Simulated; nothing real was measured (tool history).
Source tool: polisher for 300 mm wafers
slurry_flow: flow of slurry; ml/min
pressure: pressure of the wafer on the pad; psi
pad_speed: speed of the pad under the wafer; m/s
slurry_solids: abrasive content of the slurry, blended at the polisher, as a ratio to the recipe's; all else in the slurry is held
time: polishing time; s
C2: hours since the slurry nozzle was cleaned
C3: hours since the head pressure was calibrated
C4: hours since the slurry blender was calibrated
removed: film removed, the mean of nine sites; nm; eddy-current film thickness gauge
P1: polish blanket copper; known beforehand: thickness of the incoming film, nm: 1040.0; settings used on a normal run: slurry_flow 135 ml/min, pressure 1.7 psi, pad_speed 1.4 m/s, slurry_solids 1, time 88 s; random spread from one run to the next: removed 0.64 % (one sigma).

run 1 hour=11.8 | slurry_flow=135 pressure=1.7 pad_speed=1.4 slurry_solids=1 time=88 | wafers_polished_on_this_pad=753 C2=534.2 C3=260.6 C4=54.2 | removed=248.24
run 2 hour=25.6 | slurry_flow=135 pressure=2.4 pad_speed=1.4 slurry_solids=1 time=88 | wafers_polished_on_this_pad=855 C2=548 C3=274.4 C4=68 | removed=346.97
-- hour=27.9 slurry nozzle cleaned
run 3 hour=35.7 | slurry_flow=135 pressure=1.7 pad_speed=1.4 slurry_solids=1 time=88 | wafers_polished_on_this_pad=930 C2=7.8 C3=284.5 C4=78.1 | removed=247.32
run 4 hour=53.4 | slurry_flow=135 pressure=1.7 pad_speed=1.4 slurry_solids=1 time=88 | wafers_polished_on_this_pad=1061 C2=25.5 C3=302.2 C4=95.8 | removed=246.7
run 5 hour=69.8 | slurry_flow=135 pressure=1.7 pad_speed=1.4 slurry_solids=1 time=88 | wafers_polished_on_this_pad=1182 C2=41.9 C3=318.6 C4=112.2 | removed=250.61
run 6 hour=86.6 | slurry_flow=135 pressure=1.7 pad_speed=1.96 slurry_solids=1 time=61 | wafers_polished_on_this_pad=1306 C2=58.7 C3=335.4 C4=129 | removed=243.88
-- hour=92 slurry blender recalibrated
run 7 hour=94.5 | slurry_flow=135 pressure=1.7 pad_speed=1.4 slurry_solids=0.7 time=88 | wafers_polished_on_this_pad=1364 C2=66.6 C3=343.3 C4=2.6 | removed=229.73
run 8 hour=103.9 | slurry_flow=135 pressure=1.7 pad_speed=1.4 slurry_solids=1 time=88 | wafers_polished_on_this_pad=1434 C2=76 C3=352.7 C4=12 | removed=249.87
run 9 hour=120.2 | slurry_flow=135 pressure=1.7 pad_speed=1.4 slurry_solids=1.45 time=88 | wafers_polished_on_this_pad=1554 C2=92.3 C3=369 C4=28.3 | removed=270.31
run 10 hour=131.5 | slurry_flow=135 pressure=1.7 pad_speed=2.2 slurry_solids=1 time=88 | wafers_polished_on_this_pad=1638 C2=103.6 C3=380.3 C4=39.6 | removed=388.66
run 11 hour=142.3 | slurry_flow=135 pressure=1.7 pad_speed=1.4 slurry_solids=1 time=42 | wafers_polished_on_this_pad=1718 C2=114.4 C3=391.1 C4=50.4 | removed=118.14
run 12 hour=158.3 | slurry_flow=135 pressure=1.7 pad_speed=1.4 slurry_solids=1 time=88 | wafers_polished_on_this_pad=1836 C2=130.4 C3=407.1 C4=66.4 | removed=247.61
run 13 hour=166.2 | slurry_flow=80 pressure=1.7 pad_speed=1.4 slurry_solids=1 time=88 | wafers_polished_on_this_pad=1895 C2=138.3 C3=415 C4=74.3 | removed=219.69
run 14 hour=179.5 | slurry_flow=190 pressure=1.7 pad_speed=1.4 slurry_solids=1 time=88 | wafers_polished_on_this_pad=1993 C2=151.6 C3=428.3 C4=87.6 | removed=261.39
run 15 hour=190.6 | slurry_flow=135 pressure=0.8 pad_speed=1.4 slurry_solids=1 time=88 | wafers_polished_on_this_pad=2075 C2=162.7 C3=439.4 C4=98.7 | removed=115.94
run 16 hour=202.1 | slurry_flow=135 pressure=1.7 pad_speed=1 slurry_solids=1 time=50 | wafers_polished_on_this_pad=2160 C2=174.2 C3=450.9 C4=110.2 | removed=100.56
run 17 hour=219.6 | slurry_flow=135 pressure=1.7 pad_speed=1.4 slurry_solids=1 time=88 | wafers_polished_on_this_pad=2289 C2=191.7 C3=468.4 C4=127.7 | removed=246.47
run 18 hour=237.2 | slurry_flow=135 pressure=1.7 pad_speed=1.4 slurry_solids=1 time=118 | wafers_polished_on_this_pad=2420 C2=209.3 C3=486 C4=145.3 | removed=330.04
run 19 hour=245.8 | slurry_flow=135 pressure=1.7 pad_speed=0.7 slurry_solids=1 time=88 | wafers_polished_on_this_pad=2483 C2=217.9 C3=494.6 C4=153.9 | removed=125.65
run 20 hour=255.3 | slurry_flow=135 pressure=1.7 pad_speed=1.4 slurry_solids=1 time=88 | wafers_polished_on_this_pad=2553 C2=227.4 C3=504.1 C4=163.4 | removed=247.83
run 21 hour=265.4 | slurry_flow=135 pressure=1.7 pad_speed=1.4 slurry_solids=1 time=88 | wafers_polished_on_this_pad=2628 C2=237.5 C3=514.2 C4=173.5 | removed=239.56
run 22 hour=277.9 | slurry_flow=135 pressure=1.7 pad_speed=1.4 slurry_solids=1 time=88 | wafers_polished_on_this_pad=2720 C2=250 C3=526.7 C4=186 | removed=232.65
run 23 hour=288.2 | slurry_flow=135 pressure=1.7 pad_speed=1.4 slurry_solids=1 time=88 | wafers_polished_on_this_pad=2797 C2=260.3 C3=537 C4=196.3 | removed=227.5
-- hour=291.9 worn pad replaced by a new one
run 24 hour=298.9 | slurry_flow=135 pressure=1.7 pad_speed=1.4 slurry_solids=1 time=88 | wafers_polished_on_this_pad=52 C2=271 C3=547.7 C4=207 | removed=225.18
run 25 hour=310.4 | slurry_flow=135 pressure=1.7 pad_speed=1.4 slurry_solids=1 time=88 | wafers_polished_on_this_pad=137 C2=282.5 C3=559.2 C4=218.5 | removed=224.4
-- hour=319.5 slurry blender recalibrated
run 26 hour=325.5 | slurry_flow=135 pressure=1.7 pad_speed=1.4 slurry_solids=1 time=88 | wafers_polished_on_this_pad=249 C2=297.6 C3=574.3 C4=6 | removed=221.21
run 27 hour=335.9 | slurry_flow=135 pressure=1.7 pad_speed=1.4 slurry_solids=1 time=88 | wafers_polished_on_this_pad=326 C2=308 C3=584.7 C4=16.4 | removed=219.75
run 28 hour=344.6 | slurry_flow=135 pressure=1.7 pad_speed=1.4 slurry_solids=1 time=88 | wafers_polished_on_this_pad=390 C2=316.7 C3=593.4 C4=25.1 | removed=220.7

P1 has crept away from where it was. The log is fitted equally well by each of these 2 causes, at the sizes shown:
A: head's pressure below its setpoint, % = 11.1
B: slurry flow missing at the pad, % = 38.9
The creep began at about hour 255.3.
All other causes, with the reason each is excluded:
removal rate lost through wear of the pad, %: serviced at hour 291.9, after the drift had started, without restoring the earlier output
abrasive missing from the slurry, %: serviced at hour 319.5, after the drift had started, without restoring the earlier output

Question marks stand in for the results of the 4 check runs listed below, each run on one wafer. Under which run would the listed causes show clearly different results?
run check 1 hour=353.3 | slurry_flow=135 pressure=2.1 pad_speed=1.4 slurry_solids=1 time=88 | removed=?
run check 2 hour=353.3 | slurry_flow=85 pressure=1.7 pad_speed=1.4 slurry_solids=1.3 time=88 | removed=?
run check 3 hour=353.3 | slurry_flow=135 pressure=1.7 pad_speed=1.4 slurry_solids=1.2 time=88 | removed=?
run check 4 hour=353.3 | slurry_flow=135 pressure=1.7 pad_speed=1.4 slurry_solids=0.7 time=116 | removed=?

Predicted outcomes, by check and by cause:
check=check_1 result=removed if_A=272.14 if_B=272.26
check=check_2 result=removed if_A=209.26 if_B=197.8
check=check_3 result=removed if_A=229.18 if_B=229.28
check=check_4 result=removed if_A=269.48 if_B=269.59
Gap, in per cent, between the two causes that each check separates least, read from the result that separates them most: check 1 0.04 %; check 2 5.63 %; check 3 0.04 %; check 4 0.04 %
Check 2 tells the causes apart: in the others they would give nearly the same result.

With check 2 done, the readings were: removed 195.84 nm. Identify which of the listed causes applies.

B is the cause: slurry flow missing at the pad, %.
